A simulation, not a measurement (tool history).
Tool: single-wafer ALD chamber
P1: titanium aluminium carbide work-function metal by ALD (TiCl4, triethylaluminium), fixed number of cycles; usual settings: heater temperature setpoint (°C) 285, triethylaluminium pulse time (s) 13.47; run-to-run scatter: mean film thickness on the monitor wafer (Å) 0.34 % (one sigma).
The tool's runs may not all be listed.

run	hour	heater temperature setpoint (°C)	triethylaluminium pulse time (s)	hours since the last thermocouple change	hours since the last triethylaluminium bottle change	mean film thickness on the monitor wafer (Å)
1	6.4	285	13.47	1048.7	657.5	19.435
2	15.0	285	13.47	1057.3	666.1	19.328
3	22.9	285	13.47	1065.2	674.0	19.507
4	35.2	285	20.93	1077.5	686.3	19.410
5	48.1	307	19.03	1090.4	699.2	21.421
6	57.2	267	8.80	1099.5	708.3	17.106
# hour 58.8: triethylaluminium bottle replaced
7	68.8	305	13.47	1111.1	10.0	21.086
8	79.6	285	13.47	1121.9	20.8	19.450
9	86.1	285	13.47	1128.4	27.3	19.361

Run 10 comes next. What will it give?
10	99.8	285	4.73	1142.1	41.0	?

{"run 10": {"mean film thickness on the monitor wafer (Å)": 15.713}}
